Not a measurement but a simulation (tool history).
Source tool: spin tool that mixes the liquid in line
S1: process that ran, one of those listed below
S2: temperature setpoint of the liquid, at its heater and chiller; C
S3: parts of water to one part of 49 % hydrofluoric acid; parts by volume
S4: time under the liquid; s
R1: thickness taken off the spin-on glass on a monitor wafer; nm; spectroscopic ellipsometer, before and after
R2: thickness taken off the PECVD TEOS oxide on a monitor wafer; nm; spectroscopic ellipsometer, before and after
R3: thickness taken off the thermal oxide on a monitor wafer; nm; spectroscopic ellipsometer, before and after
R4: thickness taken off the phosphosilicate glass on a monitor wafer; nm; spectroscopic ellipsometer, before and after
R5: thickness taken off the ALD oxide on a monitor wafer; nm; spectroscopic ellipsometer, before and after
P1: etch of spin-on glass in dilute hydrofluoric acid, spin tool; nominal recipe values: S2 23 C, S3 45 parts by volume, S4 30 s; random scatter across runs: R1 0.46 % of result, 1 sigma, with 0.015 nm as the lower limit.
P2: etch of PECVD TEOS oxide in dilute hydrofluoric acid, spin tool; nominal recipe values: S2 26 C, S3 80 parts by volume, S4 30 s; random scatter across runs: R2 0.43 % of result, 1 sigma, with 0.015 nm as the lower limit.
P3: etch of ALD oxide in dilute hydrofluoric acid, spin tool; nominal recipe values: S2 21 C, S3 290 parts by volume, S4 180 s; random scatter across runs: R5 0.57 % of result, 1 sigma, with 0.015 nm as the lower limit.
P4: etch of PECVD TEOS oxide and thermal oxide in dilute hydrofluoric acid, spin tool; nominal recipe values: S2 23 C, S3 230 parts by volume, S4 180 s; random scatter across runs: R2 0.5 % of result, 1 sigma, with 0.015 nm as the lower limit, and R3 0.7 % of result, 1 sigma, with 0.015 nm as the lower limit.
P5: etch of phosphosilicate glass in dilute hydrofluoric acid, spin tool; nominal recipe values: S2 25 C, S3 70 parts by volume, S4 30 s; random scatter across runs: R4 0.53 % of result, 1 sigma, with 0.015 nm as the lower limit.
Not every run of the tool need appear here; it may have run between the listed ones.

| run | hour | S1 | S2 | S3 | S4 | R1 | R2 | R3 | R4 | R5 |
|---|---|---|---|---|---|---|---|---|---|---|
| 1 | 4.7 | P1 | 23 | 45 | 30 | 37.556 |  |  |  |  |
| 2 | 13.0 | P4 | 23 | 50 | 180 |  | 30.7440 | 17.1850 |  |  |
| 3 | 19.2 | P5 | 25 | 110 | 30 |  |  |  | 35.926 |  |
| 4 | 25.7 | P2 | 26 | 45 | 30 |  | 11.7140 |  |  |  |
| 5 | 33.1 | P3 | 21 | 290 | 180 |  |  |  |  | 4.3514 |
| 6 | 40.4 | P3 | 17 | 290 | 180 |  |  |  |  | 3.7287 |
| 7 | 44.1 | P2 | 26 | 80 | 30 |  | 6.3248 |  |  |  |
| 8 | 47.9 | P5 | 25 | 70 | 30 |  |  |  | 58.667 |  |
| 9 | 52.9 | P1 | 19 | 45 | 30 | 32.186 |  |  |  |  |
| 10 | 56.9 | P1 | 23 | 65 | 30 | 25.382 |  |  |  |  |
| 11 | 64.6 | P4 | 18 | 230 | 180 |  | 4.4694 | 2.5150 |  |  |
| 12 | 69.1 | P5 | 25 | 70 | 30 |  |  |  | 58.844 |  |
| 13 | 74.2 | P1 | 23 | 45 | 30 | 37.742 |  |  |  |  |
| 14 | 79.9 | P2 | 26 | 80 | 15 |  | 3.1973 |  |  |  |
| 15 | 87.6 | P1 | 23 | 45 | 45 | 56.790 |  |  |  |  |
| 16 | 94.8 | P1 | 23 | 45 | 30 | 37.716 |  |  |  |  |
| 17 | 102.9 | P1 | 27 | 45 | 30 | 44.578 |  |  |  |  |
| 18 | 108.6 | P5 | 25 | 70 | 15 |  |  |  | 29.265 |  |
| 19 | 116.9 | P4 | 23 | 230 | 335 |  | 10.1000 | 5.6353 |  |  |

Run 20 comes next. What will it give?
| 20 | 121.3 | P1 | 23 | 45 | 15 | ? |  |  |  |  |

{"run 20": {"R1": 18.851}}
